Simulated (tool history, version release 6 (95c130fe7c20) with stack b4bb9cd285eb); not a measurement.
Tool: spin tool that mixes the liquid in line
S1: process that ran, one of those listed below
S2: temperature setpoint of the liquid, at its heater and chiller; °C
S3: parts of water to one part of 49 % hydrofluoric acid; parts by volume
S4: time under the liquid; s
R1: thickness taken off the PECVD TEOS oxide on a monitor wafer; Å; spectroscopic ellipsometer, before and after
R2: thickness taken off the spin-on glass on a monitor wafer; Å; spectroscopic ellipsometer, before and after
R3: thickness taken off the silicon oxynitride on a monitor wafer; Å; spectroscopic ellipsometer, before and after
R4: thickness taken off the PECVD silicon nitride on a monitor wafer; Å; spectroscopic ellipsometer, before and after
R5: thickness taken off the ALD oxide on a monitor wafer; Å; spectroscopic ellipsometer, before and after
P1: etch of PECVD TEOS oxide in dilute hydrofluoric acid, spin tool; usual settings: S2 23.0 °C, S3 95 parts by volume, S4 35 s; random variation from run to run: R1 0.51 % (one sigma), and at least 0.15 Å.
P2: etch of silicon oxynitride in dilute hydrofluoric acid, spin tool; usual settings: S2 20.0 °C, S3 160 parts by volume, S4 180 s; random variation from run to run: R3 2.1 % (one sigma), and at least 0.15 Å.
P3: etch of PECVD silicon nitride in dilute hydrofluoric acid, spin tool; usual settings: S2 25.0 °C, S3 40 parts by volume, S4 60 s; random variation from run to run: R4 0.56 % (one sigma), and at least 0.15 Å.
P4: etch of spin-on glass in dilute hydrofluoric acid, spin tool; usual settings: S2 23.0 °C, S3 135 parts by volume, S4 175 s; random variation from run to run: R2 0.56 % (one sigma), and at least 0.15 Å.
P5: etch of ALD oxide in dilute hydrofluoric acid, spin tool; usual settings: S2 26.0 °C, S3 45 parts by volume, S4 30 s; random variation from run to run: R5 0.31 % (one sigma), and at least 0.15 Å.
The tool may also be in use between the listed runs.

{"run": 1, "hour": 4.5, "S1": "P1", "S2": 23.0, "S3": 95, "S4": 35, "R1": 48.588}
{"run": 2, "hour": 9.7, "S1": "P4", "S2": 23.0, "S3": 225, "S4": 175, "R2": 220.35}
{"run": 3, "hour": 14.5, "S1": "P2", "S2": 20.0, "S3": 160, "S4": 180, "R3": 13.312}
{"run": 4, "hour": 17.2, "S1": "P1", "S2": 23.0, "S3": 95, "S4": 35, "R1": 49.221}
{"run": 5, "hour": 22.7, "S1": "P1", "S2": 27.5, "S3": 95, "S4": 35, "R1": 58.662}
{"run": 6, "hour": 27.2, "S1": "P3", "S2": 25.0, "S3": 40, "S4": 60, "R4": 40.637}
{"run": 7, "hour": 31.0, "S1": "P1", "S2": 23.0, "S3": 140, "S4": 15, "R1": 13.728}
{"run": 8, "hour": 36.2, "S1": "P1", "S2": 23.0, "S3": 170, "S4": 35, "R1": 25.127}
{"run": 9, "hour": 41.7, "S1": "P5", "S2": 26.0, "S3": 45, "S4": 15, "R5": 54.603}
{"run": 10, "hour": 46.8, "S1": "P1", "S2": 23.0, "S3": 95, "S4": 35, "R1": 48.949}
{"run": 11, "hour": 50.9, "S1": "P2", "S2": 17.0, "S3": 160, "S4": 180, "R3": 11.64}
{"run": 12, "hour": 55.6, "S1": "P1", "S2": 17.5, "S3": 95, "S4": 35, "R1": 38.778}
{"run": 13, "hour": 59.2, "S1": "P3", "S2": 29.0, "S3": 40, "S4": 60, "R4": 53.498}
{"run": 14, "hour": 64.3, "S1": "P3", "S2": 25.0, "S3": 40, "S4": 15, "R4": 10.379}
{"run": 15, "hour": 67.5, "S1": "P5", "S2": 26.0, "S3": 20, "S4": 30, "R5": 255.46}
{"run": 16, "hour": 71.8, "S1": "P2", "S2": 20.0, "S3": 160, "S4": 180, "R3": 13.168}
{"run": 17, "hour": 74.7, "S1": "P1", "S2": 23.0, "S3": 95, "S4": 15, "R1": 21.33}
{"run": 18, "hour": 77.9, "S1": "P1", "S2": 23.0, "S3": 95, "S4": 35, "R1": 48.824}
{"run": 19, "hour": 81.6, "S1": "P5", "S2": 26.0, "S3": 45, "S4": 30, "R5": 109.86}
{"run": 20, "hour": 84.8, "S1": "P1", "S2": 23.0, "S3": 95, "S4": 65, "R1": 91.019}
{"run": 21, "hour": 89.1, "S1": "P1", "S2": 23.0, "S3": 95, "S4": 35, "R1": 48.987}
{"run": 22, "hour": 92.1, "S1": "P2", "S2": 20.0, "S3": 285, "S4": 180, "R3": 6.6726}
{"run": 23, "hour": 97.4, "S1": "P1", "S2": 23.0, "S3": 155, "S4": 15, "R1": 12.038}
{"run": 24, "hour": 102.3, "S1": "P5", "S2": 21.0, "S3": 45, "S4": 30, "R5": 89.484}
{"run": 25, "hour": 105.4, "S1": "P1", "S2": 23.0, "S3": 95, "S4": 35, "R1": 49.114}
{"run": 26, "hour": 108.9, "S1": "P1", "S2": 17.0, "S3": 95, "S4": 15, "R1": 16.631}
{"run": 27, "hour": 113.8, "S1": "P4", "S2": 17.0, "S3": 135, "S4": 175, "R2": 315.34}
{"run": 28, "hour": 118.2, "S1": "P4", "S2": 23.0, "S3": 135, "S4": 300, "R2": 697.79}
{"run": 29, "hour": 123.6, "S1": "P3", "S2": 25.0, "S3": 65, "S4": 60, "R4": 25.449}
{"run": 30, "hour": 126.6, "S1": "P1", "S2": 23.0, "S3": 40, "S4": 35, "R1": 125.42}
{"run": 31, "hour": 129.4, "S1": "P4", "S2": 23.0, "S3": 135, "S4": 175, "R2": 409.47}

Forecast run 32:
{"run": 32, "hour": 134.1, "S1": "P2", "S2": 20.0, "S3": 160, "S4": 365, "R3": "?"}

R3: 25.9700 Å
